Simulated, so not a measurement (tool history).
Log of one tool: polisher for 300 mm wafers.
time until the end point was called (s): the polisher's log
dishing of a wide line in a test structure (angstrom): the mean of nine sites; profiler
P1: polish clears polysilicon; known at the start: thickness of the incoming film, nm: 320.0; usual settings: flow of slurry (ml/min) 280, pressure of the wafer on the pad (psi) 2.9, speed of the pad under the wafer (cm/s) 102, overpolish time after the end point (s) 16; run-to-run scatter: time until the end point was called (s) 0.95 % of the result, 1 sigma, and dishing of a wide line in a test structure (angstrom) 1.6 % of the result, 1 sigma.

| run | hour | flow of slurry (ml/min) | pressure of the wafer on the pad (psi) | speed of the pad under the wafer (cm/s) | overpolish time after the end point (s) | wafers polished on this pad | hours since the slurry nozzle was cleaned | hours since the head pressure was calibrated | time until the end point was called (s) | dishing of a wide line in a test structure (angstrom) |
|---|---|---|---|---|---|---|---|---|---|---|
| 1 | 12 | 280 | 2.9 | 102 | 16 | 1123 | 62.3 | 450.6 | 21.824 | 584.46 |
| 2 | 23.3 | 280 | 1.4 | 102 | 16 | 1291 | 73.6 | 461.9 | 43.962 | 499.54 |
| 3 | 34.8 | 440 | 4.3 | 102 | 16 | 1462 | 85.1 | 473.4 | 13.794 | 589.95 |
| 4 | 46.7 | 365 | 2.9 | 102 | 16 | 1639 | 97 | 485.3 | 20.787 | 602.89 |
| 5 | 58.9 | 280 | 2.9 | 102 | 16 | 1820 | 109.2 | 497.5 | 21.506 | 591.87 |
| 6 | 66.6 | 280 | 2.9 | 102 | 16 | 1935 | 116.9 | 505.2 | 21.818 | 581.66 |
| 7 | 79.1 | 170 | 2.9 | 102 | 16 | 2121 | 129.4 | 517.7 | 23.127 | 576.12 |
| 8 | 88.1 | 280 | 2.9 | 46 | 16 | 2254 | 138.4 | 526.7 | 47.877 | 519.24 |
| 9 | 98.5 | 280 | 2.9 | 102 | 16 | 2409 | 148.8 | 537.1 | 21.522 | 593.47 |
| 10 | 108.6 | 280 | 2.9 | 102 | 16 | 2559 | 158.9 | 547.2 | 21.481 | 589.56 |
| 11 | 120.4 | 280 | 2.9 | 140 | 16 | 2735 | 170.7 | 559 | 15.815 | 580.95 |
| 12 | 127.5 | 280 | 2.9 | 102 | 16 | 2840 | 177.8 | 566.1 | 21.185 | 587.03 |
| 13 | 133.8 | 280 | 4.1 | 102 | 16 | 2934 | 184.1 | 572.4 | 15.192 | 599.32 |
| 14 | 143 | 280 | 2.9 | 102 | 7 | 3071 | 193.3 | 581.6 | 21.419 | 499.52 |
| 15 | 152.8 | 280 | 2.9 | 102 | 27 | 3217 | 203.1 | 591.4 | 21.479 | 592.09 |
| 16 | 163.5 | 280 | 2.9 | 102 | 16 | 3376 | 213.8 | 602.1 | 21.382 | 602.46 |
| 17 | 172.7 | 280 | 2.9 | 102 | 16 | 3513 | 223 | 611.3 | 21.998 | 597.89 |
| 18 | 179.6 | 280 | 2.9 | 102 | 16 | 3615 | 229.9 | 618.2 | 22.336 | 585.4 |
| 19 | 191.3 | 280 | 2.9 | 102 | 16 | 3789 | 241.6 | 629.9 | 22.716 | 589.52 |
| 20 | 197.6 | 280 | 2.9 | 102 | 16 | 3883 | 247.9 | 636.2 | 22.803 | 572.26 |
|  | 201.6 | head pressure recalibrated |
| 21 | 204.6 | 280 | 2.9 | 102 | 16 | 3987 | 254.9 | 3.1 | 22.514 | 589.88 |

The next listed run, before its measurement:
| 22 | 212.4 | 280 | 2.9 | 102 | 16 | 4103 | 262.7 | 10.9 | ? | ? |

time until the end point was called (s): 22.609
dishing of a wide line in a test structure (angstrom): 567
